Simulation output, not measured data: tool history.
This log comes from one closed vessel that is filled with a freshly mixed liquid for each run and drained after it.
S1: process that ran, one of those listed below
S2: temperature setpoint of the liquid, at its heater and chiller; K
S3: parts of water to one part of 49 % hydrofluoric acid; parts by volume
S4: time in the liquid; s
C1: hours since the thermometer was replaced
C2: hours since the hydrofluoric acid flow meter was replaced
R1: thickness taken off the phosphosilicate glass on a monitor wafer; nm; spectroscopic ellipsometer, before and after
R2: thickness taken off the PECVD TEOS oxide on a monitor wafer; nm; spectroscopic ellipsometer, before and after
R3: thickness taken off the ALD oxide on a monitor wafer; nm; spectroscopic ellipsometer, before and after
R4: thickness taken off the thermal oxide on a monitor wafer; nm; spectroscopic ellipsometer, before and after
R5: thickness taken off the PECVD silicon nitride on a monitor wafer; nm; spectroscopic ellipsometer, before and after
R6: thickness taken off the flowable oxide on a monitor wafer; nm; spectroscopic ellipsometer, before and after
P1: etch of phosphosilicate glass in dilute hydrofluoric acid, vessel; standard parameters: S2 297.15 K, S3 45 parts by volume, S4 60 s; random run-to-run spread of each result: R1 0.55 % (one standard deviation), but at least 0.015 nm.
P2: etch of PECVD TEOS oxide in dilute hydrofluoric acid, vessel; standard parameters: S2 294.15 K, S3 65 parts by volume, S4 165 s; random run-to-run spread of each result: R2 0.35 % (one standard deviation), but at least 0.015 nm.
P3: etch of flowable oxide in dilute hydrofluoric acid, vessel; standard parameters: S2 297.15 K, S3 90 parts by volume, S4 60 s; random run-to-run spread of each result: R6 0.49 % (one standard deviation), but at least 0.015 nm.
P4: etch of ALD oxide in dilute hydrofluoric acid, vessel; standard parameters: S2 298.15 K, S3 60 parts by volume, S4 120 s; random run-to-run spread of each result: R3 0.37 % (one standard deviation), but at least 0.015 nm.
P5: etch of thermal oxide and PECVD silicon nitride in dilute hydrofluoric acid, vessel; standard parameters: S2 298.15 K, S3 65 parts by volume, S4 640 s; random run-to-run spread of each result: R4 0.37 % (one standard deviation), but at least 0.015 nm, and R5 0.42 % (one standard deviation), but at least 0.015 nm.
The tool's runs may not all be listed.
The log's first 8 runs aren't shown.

run	hour	S1	S2	S3	S4	C1	C2	R1	R2	R3	R4	R5	R6
9	95.7	P3	297.15	90	60	875.7	479.3						29.277
10	105.7	P3	297.15	90	95	885.7	489.3						46.667
11	118.2	P1	297.15	45	60	898.2	501.8	178.19					
12	130.5	P2	294.15	65	165	910.5	514.1		52.122				
13	139.6	P1	297.15	45	90	919.6	523.2	266.79					
14	154.8	P3	290.65	90	60	934.8	538.4						22.333
15	165.8	P4	298.15	105	120	945.8	549.4			11.512			
16	173.4	P1	297.15	45	60	953.4	557	178.37					
17	183	P2	294.15	65	30	963	566.6		9.4868				
18	192.1	P1	297.15	45	60	972.1	575.7	179.94					
19	200.7	P1	297.15	45	60	980.7	584.3	178.98					
20	212	P3	297.15	135	60	992	595.6						18.71
21	220.9	P4	298.15	60	215	1000.9	604.5			38.182			
22	234.5	P1	297.15	45	60	1014.5	618.1	178.13					
23	246.5	P5	298.15	65	640	1026.5	630.1				49.849	58.774	
24	259.4	P5	298.15	65	640	1039.4	643				50.14	58.246	
25	267.7	P1	302.15	25	60	1047.7	651.3	406.19					
26	277.1	P1	297.15	25	60	1057.1	660.7	329.65					
27	291.7	P4	303.15	60	120	1071.7	675.3			25.998			
28	303.6	P5	298.15	65	1220	1083.6	687.2				95.508	112.74	
29	314	P1	305.15	45	60	1094	697.6	246.17					
30	328.9	P1	297.15	65	60	1108.9	712.5	119.9					
31	338.8	P3	297.15	90	60	1118.8	722.4						29.616

Predict the results of run 32:
32	353.1	P1	297.15	45	60	1133.1	736.7	?					

Run 32 yielded R1 178.66 nm.
